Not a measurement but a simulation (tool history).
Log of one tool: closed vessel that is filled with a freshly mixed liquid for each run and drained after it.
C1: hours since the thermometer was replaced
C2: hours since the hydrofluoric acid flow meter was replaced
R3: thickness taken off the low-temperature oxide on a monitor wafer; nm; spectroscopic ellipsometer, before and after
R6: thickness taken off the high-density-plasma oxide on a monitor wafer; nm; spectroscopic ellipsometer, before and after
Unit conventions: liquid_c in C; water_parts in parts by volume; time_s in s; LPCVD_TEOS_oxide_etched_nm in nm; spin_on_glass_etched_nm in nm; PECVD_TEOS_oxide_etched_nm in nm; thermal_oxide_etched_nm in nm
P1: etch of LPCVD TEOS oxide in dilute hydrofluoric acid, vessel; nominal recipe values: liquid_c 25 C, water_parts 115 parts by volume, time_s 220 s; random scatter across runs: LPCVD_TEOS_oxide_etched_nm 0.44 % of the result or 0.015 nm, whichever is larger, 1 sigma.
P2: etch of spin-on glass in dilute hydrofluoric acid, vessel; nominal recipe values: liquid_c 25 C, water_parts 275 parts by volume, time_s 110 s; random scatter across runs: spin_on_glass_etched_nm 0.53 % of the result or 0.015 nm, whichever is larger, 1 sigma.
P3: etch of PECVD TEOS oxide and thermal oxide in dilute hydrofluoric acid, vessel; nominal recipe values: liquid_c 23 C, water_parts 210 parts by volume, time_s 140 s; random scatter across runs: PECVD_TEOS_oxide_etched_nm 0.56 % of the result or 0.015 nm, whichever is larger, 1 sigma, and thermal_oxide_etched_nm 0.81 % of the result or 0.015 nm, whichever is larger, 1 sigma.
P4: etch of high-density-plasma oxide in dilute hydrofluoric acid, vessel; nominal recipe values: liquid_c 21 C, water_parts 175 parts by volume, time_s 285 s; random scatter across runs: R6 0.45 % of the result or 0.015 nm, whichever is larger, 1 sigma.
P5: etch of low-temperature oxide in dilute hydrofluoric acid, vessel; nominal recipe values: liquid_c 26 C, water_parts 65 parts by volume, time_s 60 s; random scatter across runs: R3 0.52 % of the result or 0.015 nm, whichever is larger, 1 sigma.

{"run": 1, "hour": 16.1, "process": "P1", "liquid_c": 25, "water_parts": 115, "time_s": 220, "C1": 418.8, "C2": 536.1, "LPCVD_TEOS_oxide_etched_nm": 50.226}
{"run": 2, "hour": 30.5, "process": "P2", "liquid_c": 25, "water_parts": 275, "time_s": 215, "C1": 433.2, "C2": 550.5, "spin_on_glass_etched_nm": 21.345}
{"run": 3, "hour": 39.8, "process": "P5", "liquid_c": 26, "water_parts": 25, "time_s": 60, "C1": 442.5, "C2": 559.8, "R3": 43.257}
{"run": 4, "hour": 51.3, "process": "P1", "liquid_c": 30, "water_parts": 185, "time_s": 220, "C1": 454, "C2": 571.3, "LPCVD_TEOS_oxide_etched_nm": 34.594}
{"run": 5, "hour": 64.8, "process": "P1", "liquid_c": 25, "water_parts": 115, "time_s": 220, "C1": 467.5, "C2": 584.8, "LPCVD_TEOS_oxide_etched_nm": 50.581}
{"run": 6, "hour": 73.5, "process": "P3", "liquid_c": 23, "water_parts": 50, "time_s": 140, "C1": 476.2, "C2": 593.5, "PECVD_TEOS_oxide_etched_nm": 36.594, "thermal_oxide_etched_nm": 14.146}
{"run": 7, "hour": 91.3, "process": "P1", "liquid_c": 30.5, "water_parts": 115, "time_s": 220, "C1": 494, "C2": 611.3, "LPCVD_TEOS_oxide_etched_nm": 62.087}
{"run": 8, "hour": 99.2, "process": "P2", "liquid_c": 25, "water_parts": 275, "time_s": 110, "C1": 501.9, "C2": 619.2, "spin_on_glass_etched_nm": 10.857}
{"run": 9, "hour": 108.0, "process": "P3", "liquid_c": 19, "water_parts": 210, "time_s": 140, "C1": 510.7, "C2": 628, "PECVD_TEOS_oxide_etched_nm": 6.2099, "thermal_oxide_etched_nm": 2.4226}
{"run": 10, "hour": 125.6, "process": "P4", "liquid_c": 21, "water_parts": 175, "time_s": 505, "C1": 528.3, "C2": 645.6, "R6": 11.394}
{"run": 11, "hour": 142.3, "process": "P1", "liquid_c": 31, "water_parts": 115, "time_s": 420, "C1": 545, "C2": 662.3, "LPCVD_TEOS_oxide_etched_nm": 121.2}
{"run": 12, "hour": 155.1, "process": "P5", "liquid_c": 26, "water_parts": 65, "time_s": 60, "C1": 557.8, "C2": 675.1, "R3": 15.814}
{"run": 13, "hour": 164.3, "process": "P3", "liquid_c": 23, "water_parts": 210, "time_s": 215, "C1": 567, "C2": 684.3, "PECVD_TEOS_oxide_etched_nm": 11.235, "thermal_oxide_etched_nm": 4.3246}
{"run": 14, "hour": 177.3, "process": "P2", "liquid_c": 25, "water_parts": 275, "time_s": 110, "C1": 580, "C2": 697.3, "spin_on_glass_etched_nm": 10.819}
{"run": 15, "hour": 188.3, "process": "P1", "liquid_c": 25, "water_parts": 115, "time_s": 220, "C1": 591, "C2": 708.3, "LPCVD_TEOS_oxide_etched_nm": 50.401}
{"run": 16, "hour": 197.3, "process": "P1", "liquid_c": 19, "water_parts": 115, "time_s": 220, "C1": 600, "C2": 717.3, "LPCVD_TEOS_oxide_etched_nm": 39.675}
{"hour": 202.8, "done": "thermometer replaced"}
{"run": 17, "hour": 207.4, "process": "P3", "liquid_c": 23, "water_parts": 210, "time_s": 140, "C1": 4.6, "C2": 727.4, "PECVD_TEOS_oxide_etched_nm": 7.2841, "thermal_oxide_etched_nm": 2.7893}
{"run": 18, "hour": 224.3, "process": "P1", "liquid_c": 25, "water_parts": 115, "time_s": 220, "C1": 21.5, "C2": 744.3, "LPCVD_TEOS_oxide_etched_nm": 50.616}
{"run": 19, "hour": 232.3, "process": "P1", "liquid_c": 25, "water_parts": 25, "time_s": 220, "C1": 29.5, "C2": 752.3, "LPCVD_TEOS_oxide_etched_nm": 263.11}
{"run": 20, "hour": 248.7, "process": "P2", "liquid_c": 25, "water_parts": 490, "time_s": 110, "C1": 45.9, "C2": 768.7, "spin_on_glass_etched_nm": 4.9942}
{"run": 21, "hour": 266.1, "process": "P4", "liquid_c": 21, "water_parts": 290, "time_s": 285, "C1": 63.3, "C2": 786.1, "R6": 3.4605}
{"run": 22, "hour": 282.6, "process": "P4", "liquid_c": 21, "water_parts": 175, "time_s": 285, "C1": 79.8, "C2": 802.6, "R6": 6.4449}
{"run": 23, "hour": 294.8, "process": "P5", "liquid_c": 34, "water_parts": 65, "time_s": 60, "C1": 92, "C2": 814.8, "R3": 21.452}
{"run": 24, "hour": 304.0, "process": "P2", "liquid_c": 32.5, "water_parts": 275, "time_s": 110, "C1": 101.2, "C2": 824, "spin_on_glass_etched_nm": 14.064}
{"run": 25, "hour": 319.5, "process": "P1", "liquid_c": 25, "water_parts": 115, "time_s": 320, "C1": 116.7, "C2": 839.5, "LPCVD_TEOS_oxide_etched_nm": 72.82}
{"run": 26, "hour": 334.6, "process": "P4", "liquid_c": 29, "water_parts": 175, "time_s": 285, "C1": 131.8, "C2": 854.6, "R6": 8.5539}
{"run": 27, "hour": 348.1, "process": "P1", "liquid_c": 25, "water_parts": 195, "time_s": 220, "C1": 145.3, "C2": 868.1, "LPCVD_TEOS_oxide_etched_nm": 27.245}
{"run": 28, "hour": 358.7, "process": "P5", "liquid_c": 26, "water_parts": 65, "time_s": 115, "C1": 155.9, "C2": 878.7, "R3": 30.109}
{"run": 29, "hour": 376.4, "process": "P1", "liquid_c": 25, "water_parts": 115, "time_s": 30, "C1": 173.6, "C2": 896.4, "LPCVD_TEOS_oxide_etched_nm": 6.8741}
{"run": 30, "hour": 385.0, "process": "P1", "liquid_c": 25, "water_parts": 205, "time_s": 35, "C1": 182.2, "C2": 905, "LPCVD_TEOS_oxide_etched_nm": 4.0528}
{"run": 31, "hour": 395.7, "process": "P1", "liquid_c": 25, "water_parts": 115, "time_s": 220, "C1": 192.9, "C2": 915.7, "LPCVD_TEOS_oxide_etched_nm": 50.032}
{"run": 32, "hour": 404.3, "process": "P1", "liquid_c": 25, "water_parts": 115, "time_s": 220, "C1": 201.5, "C2": 924.3, "LPCVD_TEOS_oxide_etched_nm": 50.78}
{"run": 33, "hour": 421.7, "process": "P1", "liquid_c": 25, "water_parts": 115, "time_s": 220, "C1": 218.9, "C2": 941.7, "LPCVD_TEOS_oxide_etched_nm": 47.844}
{"run": 34, "hour": 432.2, "process": "P1", "liquid_c": 25, "water_parts": 115, "time_s": 220, "C1": 229.4, "C2": 952.2, "LPCVD_TEOS_oxide_etched_nm": 46.828}
{"run": 35, "hour": 441.7, "process": "P1", "liquid_c": 25, "water_parts": 115, "time_s": 220, "C1": 238.9, "C2": 961.7, "LPCVD_TEOS_oxide_etched_nm": 46.98}

Run 36 is up next; what results do you expect?
{"run": 36, "hour": 458.4, "process": "P1", "liquid_c": 25, "water_parts": 115, "time_s": 220, "C1": 255.6, "C2": 978.4, "LPCVD_TEOS_oxide_etched_nm": "?"}

Run 36 yielded LPCVD_TEOS_oxide_etched_nm 46.679 nm.
